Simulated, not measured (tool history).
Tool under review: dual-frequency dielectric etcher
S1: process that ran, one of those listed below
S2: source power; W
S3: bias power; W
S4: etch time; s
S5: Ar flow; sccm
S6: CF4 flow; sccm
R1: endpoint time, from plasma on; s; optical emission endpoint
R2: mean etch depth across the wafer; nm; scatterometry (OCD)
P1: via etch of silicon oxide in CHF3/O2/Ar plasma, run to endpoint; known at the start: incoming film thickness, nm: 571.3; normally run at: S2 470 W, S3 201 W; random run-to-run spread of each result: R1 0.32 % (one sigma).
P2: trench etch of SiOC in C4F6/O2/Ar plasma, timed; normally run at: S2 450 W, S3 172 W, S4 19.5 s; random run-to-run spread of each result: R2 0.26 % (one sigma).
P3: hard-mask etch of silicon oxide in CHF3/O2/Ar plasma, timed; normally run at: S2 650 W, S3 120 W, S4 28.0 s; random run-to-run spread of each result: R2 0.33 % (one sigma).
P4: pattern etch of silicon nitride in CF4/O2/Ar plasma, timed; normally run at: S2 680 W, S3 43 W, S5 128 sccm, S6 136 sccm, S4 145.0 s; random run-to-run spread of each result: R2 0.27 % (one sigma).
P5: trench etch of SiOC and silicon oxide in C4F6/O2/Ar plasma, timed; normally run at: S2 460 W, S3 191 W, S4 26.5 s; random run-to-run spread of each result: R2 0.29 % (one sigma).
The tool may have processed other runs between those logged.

{"run": 1, "hour": 7.5, "S1": "P1", "S2": 470, "S3": 201, "R1": 306.98}
{"run": 2, "hour": 13.0, "S1": "P1", "S2": 310, "S3": 201, "R1": 354.7}
{"run": 3, "hour": 19.7, "S1": "P1", "S2": 470, "S3": 201, "R1": 305.53}
{"run": 4, "hour": 25.2, "S1": "P1", "S2": 360, "S3": 163, "R1": 364.27}
{"run": 5, "hour": 31.5, "S1": "P3", "S2": 900, "S3": 120, "S4": 28.0, "R2": 56.757}
{"run": 6, "hour": 40.4, "S1": "P5", "S2": 460, "S3": 191, "S4": 26.5, "R2": 56.984}
{"run": 7, "hour": 48.0, "S1": "P2", "S2": 450, "S3": 114, "S4": 19.5, "R2": 36.696}
{"run": 8, "hour": 55.7, "S1": "P1", "S2": 470, "S3": 146, "R1": 340.78}
{"run": 9, "hour": 61.9, "S1": "P1", "S2": 570, "S3": 201, "R1": 283.41}
{"run": 10, "hour": 70.9, "S1": "P2", "S2": 570, "S3": 172, "S4": 19.5, "R2": 45.214}
{"run": 11, "hour": 77.7, "S1": "P1", "S2": 470, "S3": 261, "R1": 279.59}
{"run": 12, "hour": 84.9, "S1": "P4", "S2": 680, "S3": 43, "S4": 145.0, "S5": 128, "S6": 176, "R2": 341.56}
{"run": 13, "hour": 91.3, "S1": "P1", "S2": 340, "S3": 234, "R1": 326.11}
{"run": 14, "hour": 100.1, "S1": "P4", "S2": 810, "S3": 43, "S4": 145.0, "S5": 128, "S6": 136, "R2": 386.22}
{"run": 15, "hour": 105.0, "S1": "P5", "S2": 460, "S3": 191, "S4": 37.5, "R2": 80.64}
{"run": 16, "hour": 110.5, "S1": "P5", "S2": 550, "S3": 191, "S4": 26.5, "R2": 60.925}
{"run": 17, "hour": 119.9, "S1": "P3", "S2": 650, "S3": 166, "S4": 28.0, "R2": 54.847}
{"run": 18, "hour": 126.8, "S1": "P4", "S2": 680, "S3": 43, "S4": 145.0, "S5": 164, "S6": 136, "R2": 320.91}
{"run": 19, "hour": 131.6, "S1": "P2", "S2": 450, "S3": 172, "S4": 19.5, "R2": 41.2}
{"run": 20, "hour": 137.4, "S1": "P1", "S2": 470, "S3": 201, "R1": 302.81}
{"run": 21, "hour": 145.0, "S1": "P1", "S2": 470, "S3": 201, "R1": 305.18}
{"run": 22, "hour": 151.3, "S1": "P3", "S2": 650, "S3": 120, "S4": 28.0, "R2": 49.654}
{"run": 23, "hour": 157.5, "S1": "P4", "S2": 680, "S3": 43, "S4": 145.0, "S5": 128, "S6": 136, "R2": 331.66}
{"run": 24, "hour": 163.2, "S1": "P5", "S2": 460, "S3": 191, "S4": 26.5, "R2": 56.907}
{"run": 25, "hour": 170.4, "S1": "P4", "S2": 680, "S3": 28, "S4": 145.0, "S5": 128, "S6": 136, "R2": 287.43}
{"run": 26, "hour": 177.9, "S1": "P2", "S2": 450, "S3": 172, "S4": 10.5, "R2": 22.374}
{"run": 27, "hour": 184.9, "S1": "P4", "S2": 680, "S3": 43, "S4": 99.0, "S5": 128, "S6": 136, "R2": 225.34}
{"run": 28, "hour": 193.7, "S1": "P2", "S2": 450, "S3": 172, "S4": 19.5, "R2": 41.259}
{"run": 29, "hour": 200.8, "S1": "P5", "S2": 460, "S3": 124, "S4": 26.5, "R2": 50.172}
{"run": 30, "hour": 208.3, "S1": "P1", "S2": 470, "S3": 201, "R1": 307.55}
{"run": 31, "hour": 214.4, "S1": "P3", "S2": 650, "S3": 120, "S4": 19.0, "R2": 33.692}
{"run": 32, "hour": 222.3, "S1": "P1", "S2": 470, "S3": 201, "R1": 305.88}
{"run": 33, "hour": 228.8, "S1": "P1", "S2": 470, "S3": 201, "R1": 309.57}
{"run": 34, "hour": 237.0, "S1": "P1", "S2": 470, "S3": 201, "R1": 310.96}
{"run": 35, "hour": 242.9, "S1": "P1", "S2": 470, "S3": 201, "R1": 309.34}
{"hour": 244.7, "done": "wet clean of the chamber"}
{"run": 36, "hour": 248.0, "S1": "P1", "S2": 470, "S3": 201, "R1": 309.42}
{"run": 37, "hour": 252.6, "S1": "P1", "S2": 470, "S3": 201, "R1": 310.21}
{"run": 38, "hour": 258.8, "S1": "P1", "S2": 470, "S3": 201, "R1": 310.78}
{"run": 39, "hour": 267.9, "S1": "P1", "S2": 470, "S3": 201, "R1": 311.68}

Something has made what P1 gives creep away from where it was; the 2 causes below, each at its own stated size, fit the log equally well:
A: bias power that arrives under what is set, % = 4.51
B: source power that arrives under what is set, % = 4.15
At approximately hour 222.3, the process output began to creep.
The rest of the possible causes, and what rules out each one:
chamber walls in a state that lowers the etch rate, %: was serviced at hour 244.7, once the creep was under way, yet the earlier output never came back

The check runs listed below each take one wafer, and their results are still question marks. Under which run would the listed causes lead to clearly different results?
{"run": "check 1", "hour": 277.0, "S1": "P5", "S2": 460, "S3": 191, "S4": 26.5, "R2": "?"}
{"run": "check 2", "hour": 277.0, "S1": "P4", "S2": 680, "S3": 43, "S4": 145.0, "S5": 128, "S6": 136, "R2": "?"}
{"run": "check 3", "hour": 277.0, "S1": "P3", "S2": 650, "S3": 120, "S4": 28.0, "R2": "?"}
{"run": "check 4", "hour": 277.0, "S1": "P2", "S2": 450, "S3": 172, "S4": 19.5, "R2": "?"}

What every check run would give for each of its results, assuming each possible cause in turn:
check=check_1 result=R2 if_A=56.113 if_B=56.006
check=check_2 result=R2 if_A=326.320 if_B=319.490
check=check_3 result=R2 if_A=48.990 if_B=48.860
check=check_4 result=R2 if_A=40.808 if_B=40.713
Gap, in per cent, between the two causes that each check separates least, read from the result that separates them most: check 1 0.19 %; check 2 2.12 %; check 3 0.26 %; check 4 0.23 %
Only check 2 tells the causes apart: in the others they would give nearly the same result.

Here is what check 2 returned: R2 319.370 nm. Which cause is it?

The correct cause is B, namely: source power that arrives under what is set, %.
